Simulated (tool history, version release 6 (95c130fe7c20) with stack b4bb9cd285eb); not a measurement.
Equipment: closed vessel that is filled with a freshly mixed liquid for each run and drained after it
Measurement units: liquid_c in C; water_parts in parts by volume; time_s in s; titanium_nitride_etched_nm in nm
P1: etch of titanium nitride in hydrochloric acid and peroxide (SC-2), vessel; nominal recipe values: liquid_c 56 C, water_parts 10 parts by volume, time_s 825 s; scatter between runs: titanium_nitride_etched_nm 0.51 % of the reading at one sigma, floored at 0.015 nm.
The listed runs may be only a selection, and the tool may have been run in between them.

run	hour	liquid_c	water_parts	time_s	hours since the thermometer was replaced	hours since the chemicals flow meter was replaced	hours since the drum of peroxide was connected	titanium_nitride_etched_nm
1	9.9	56	10	825	925	199.6	474.6	44.63
2	18	56	10	825	933.1	207.7	482.7	44.802
3	28.4	56	17.5	825	943.5	218.1	493.1	27.817
4	34.7	47.5	10	1485	949.8	224.4	499.4	45.924
5	45	56	4	825	960.1	234.7	509.7	90.217
6	54.4	56	10	825	969.5	244.1	519.1	44.883
7	63.9	56	10	825	979	253.6	528.6	44.61
8	75.1	56	10	50	990.2	264.8	539.8	2.7268
9	85.3	42	10	825	1000.4	275	550	17.602
10	94.8	69.5	10	825	1009.9	284.5	559.5	103.62
11	100.3	56	10	1640	1015.4	290	565	89.661
12	108.4	65	16.5	825	1023.5	298.1	573.1	50.805
13	118.4	56	10	825	1033.5	308.1	583.1	44.839
14	125.9	56	10	825	1041	315.6	590.6	44.457
15	131.4	56	10	825	1046.5	321.1	596.1	43.67
16	141.3	56	10	825	1056.4	331	606	41.299
17	152.1	56	10	825	1067.2	341.8	616.8	40.473
# hour 160.1: new drum of peroxide connected
18	162.8	56	10	825	1077.9	352.5	2.8	40.647
19	170.4	56	10	825	1085.5	360.1	10.4	39.998
20	178.3	56	10	825	1093.4	368	18.3	40.329

Something has made what P1 gives creep away from where it was; the 2 causes below, each at its own stated size, fit the log equally well:
A: chemicals flow below the setpoint (%) = 11.6
B: liquid colder than its thermometer reads (K) = 1.61
The creep began at about hour 125.9.
Each remaining cause and why it is not a fit:
peroxide weaker than its label (%): serviced at hour 160.1, after the drift had started, without restoring the earlier output

Of the 4 check runs below, each run on 5 wafers with the results averaged and each result still a question mark, which one would tell the listed causes apart?
check 1	186.2	56	10	1540				?
check 2	186.2	56	10	1500				?
check 3	186.2	62	10	1445				?
check 4	186.2	56	4	825				?

Predicted outcomes, by check and by cause:
check	result	if A	if B
check 1	titanium_nitride_etched_nm	75.346	75.33
check 2	titanium_nitride_etched_nm	73.389	73.373
check 3	titanium_nitride_etched_nm	103.25	103.61
check 4	titanium_nitride_etched_nm	82.349	80.71
Per-check spread between the two closest causes, in the result where they differ most: check 1 0.02 %; check 2 0.02 %; check 3 0.35 %; check 4 2.01 %
The causes can be told apart only by check 4. The other checks would give nearly the same results under each of them.

The results of check 4 are: titanium_nitride_etched_nm 80.544 nm. Based on these, which of the listed causes is it?

It is B: liquid colder than its thermometer reads (K).
